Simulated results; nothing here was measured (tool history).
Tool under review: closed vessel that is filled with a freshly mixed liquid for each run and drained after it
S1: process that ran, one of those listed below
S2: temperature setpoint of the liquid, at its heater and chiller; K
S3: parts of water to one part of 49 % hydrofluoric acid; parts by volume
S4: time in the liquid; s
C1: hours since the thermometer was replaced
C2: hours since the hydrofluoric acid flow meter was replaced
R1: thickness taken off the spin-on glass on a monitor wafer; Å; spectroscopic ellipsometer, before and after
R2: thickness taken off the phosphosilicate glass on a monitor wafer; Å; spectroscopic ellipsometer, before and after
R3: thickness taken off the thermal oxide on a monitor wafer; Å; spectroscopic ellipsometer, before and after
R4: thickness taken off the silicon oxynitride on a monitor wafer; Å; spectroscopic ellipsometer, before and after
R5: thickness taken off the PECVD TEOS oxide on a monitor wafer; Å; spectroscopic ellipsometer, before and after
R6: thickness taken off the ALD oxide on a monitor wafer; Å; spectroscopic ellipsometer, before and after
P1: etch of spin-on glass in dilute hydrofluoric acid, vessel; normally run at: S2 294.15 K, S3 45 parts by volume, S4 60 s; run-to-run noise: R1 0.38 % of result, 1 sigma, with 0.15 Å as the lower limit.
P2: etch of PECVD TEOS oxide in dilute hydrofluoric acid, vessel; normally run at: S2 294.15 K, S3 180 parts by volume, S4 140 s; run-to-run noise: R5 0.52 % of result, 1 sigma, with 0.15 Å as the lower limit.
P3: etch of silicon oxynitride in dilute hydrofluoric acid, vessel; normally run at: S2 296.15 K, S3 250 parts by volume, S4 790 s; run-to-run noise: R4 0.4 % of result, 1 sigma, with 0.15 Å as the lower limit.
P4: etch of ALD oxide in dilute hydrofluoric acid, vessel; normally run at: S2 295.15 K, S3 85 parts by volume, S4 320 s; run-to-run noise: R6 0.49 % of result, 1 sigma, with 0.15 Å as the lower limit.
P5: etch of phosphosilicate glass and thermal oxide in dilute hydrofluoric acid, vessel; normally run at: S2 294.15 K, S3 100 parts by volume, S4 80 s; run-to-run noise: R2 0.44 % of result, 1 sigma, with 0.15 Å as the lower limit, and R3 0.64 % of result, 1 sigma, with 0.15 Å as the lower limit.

run,day,S1,S2,S3,S4,C1,C2,R1,R2,R3,R4,R5,R6
1,0.429,P1,294.15,45,60,917.0,1230.1,443.80,,,,,
2,0.729,P5,294.15,100,80,924.2,1237.3,,528.26,30.947,,,
3,1.029,P1,298.15,75,60,931.4,1244.5,301.42,,,,,
4,1.421,P5,294.15,100,80,940.8,1253.9,,526.34,31.410,,,
5,1.850,P3,296.15,250,30,951.1,1264.2,,,,5.0723,,
6,2.208,P2,300.65,180,140,959.7,1272.8,,,,,128.640,
7,2.471,P5,290.15,100,80,966.0,1279.1,,449.86,26.538,,,
8,2.775,P2,294.15,180,140,973.3,1286.4,,,,,101.970,
# day 3.121: hydrofluoric acid flow meter replaced
9,3.200,P2,294.15,315,140,983.5,2.0,,,,,50.996,
10,3.596,P1,294.15,20,105,993.0,11.5,1800.30,,,,,
11,4.050,P2,294.15,180,30,1003.9,22.4,,,,,21.906,
12,4.325,P1,300.65,45,60,1010.5,29.0,583.49,,,,,
13,4.554,P5,294.15,100,35,1016.0,34.5,,227.90,13.539,,,
14,4.796,P1,294.15,45,30,1021.8,40.3,222.32,,,,,
15,5.008,P3,296.15,425,790,1026.9,45.4,,,,68.2640,,
16,5.483,P1,294.15,45,60,1038.3,56.8,445.64,,,,,
17,5.788,P4,295.15,85,75,1045.6,64.1,,,,,,133.61
18,6.000,P1,294.15,20,60,1050.7,69.2,1031.80,,,,,
19,6.225,P4,290.15,85,320,1056.1,74.6,,,,,,463.70
20,6.496,P4,295.15,145,320,1062.6,81.1,,,,,,311.60
21,6.833,P1,290.15,45,60,1070.7,89.2,375.93,,,,,
22,7.179,P4,295.15,85,320,1079.0,97.5,,,,,,573.77
23,7.488,P1,294.15,45,90,1086.4,104.9,664.14,,,,,
24,7.792,P1,294.15,45,60,1093.7,112.2,444.83,,,,,
25,8.062,P4,295.15,85,320,1100.2,118.7,,,,,,574.89
26,8.450,P5,294.15,155,80,1109.5,128.0,,321.37,19.097,,,
27,8.821,P1,294.15,75,60,1118.4,136.9,258.28,,,,,
28,9.046,P1,294.15,45,60,1123.8,142.3,444.49,,,,,
29,9.283,P1,294.15,45,60,1129.5,148.0,443.31,,,,,
30,9.733,P3,291.15,250,790,1140.3,158.8,,,,103.6900,,
31,9.996,P1,290.15,75,60,1146.6,165.1,217.40,,,,,
32,10.404,P3,296.15,250,790,1156.4,174.9,,,,129.6700,,
33,10.712,P1,294.15,45,60,1163.8,182.3,448.80,,,,,
34,11.175,P1,294.15,45,60,1174.9,193.4,466.91,,,,,
35,11.546,P1,294.15,45,60,1183.8,202.3,476.01,,,,,
36,11.942,P1,294.15,45,60,1193.3,211.8,483.07,,,,,
37,12.175,P1,294.15,45,60,1198.9,217.4,487.38,,,,,
38,12.579,P1,294.15,45,60,1208.6,227.1,490.25,,,,,
39,12.871,P1,294.15,45,60,1215.6,234.1,491.95,,,,,
40,13.104,P1,294.15,45,60,1221.2,239.7,488.70,,,,,
41,13.342,P1,294.15,45,60,1226.9,245.4,492.32,,,,,

Compared with where it was, what P1 gives has crept away. Each cause listed below fits the log as well as the rest, at the size given for it:
A: liquid hotter than its thermometer reads (K) = 2.4
B: hydrofluoric acid flow above the setpoint (%) = 10
The gradual shift began around day 10.712.

Each of the 4 check runs below uses one wafer; its results are left as question marks. Which run tells the causes apart?
check 1,13.579,P3,292.15,250,790,,,,,,?,,
check 2,13.579,P2,299.65,270,140,,,,,,,?,
check 3,13.579,P4,290.15,85,320,,,,,,,,?
check 4,13.579,P5,290.15,100,80,,,,?,?,,,

What every check run would give for each of its results, assuming each possible cause in turn:
check,result,if A,if B
check 1,R4,120.8900,120.9600
check 2,R5,81.501,84.864
check 3,R6,514.77,516.07
check 4,R2,494.33,496.63
check 4,R3,29.250,29.386
Per check, the gap between the least separated pair of causes, taken in the result that splits them most: check 1 0.06 %; check 2 4.04 %; check 3 0.25 %; check 4 0.46 %
Check 2 distinguishes between the causes, while the remaining checks would return nearly the same result for all of them.

With check 2 done, the readings were: R5 84.309 Å. Identify which of the listed causes applies.

It was cause B: hydrofluoric acid flow above the setpoint (%).
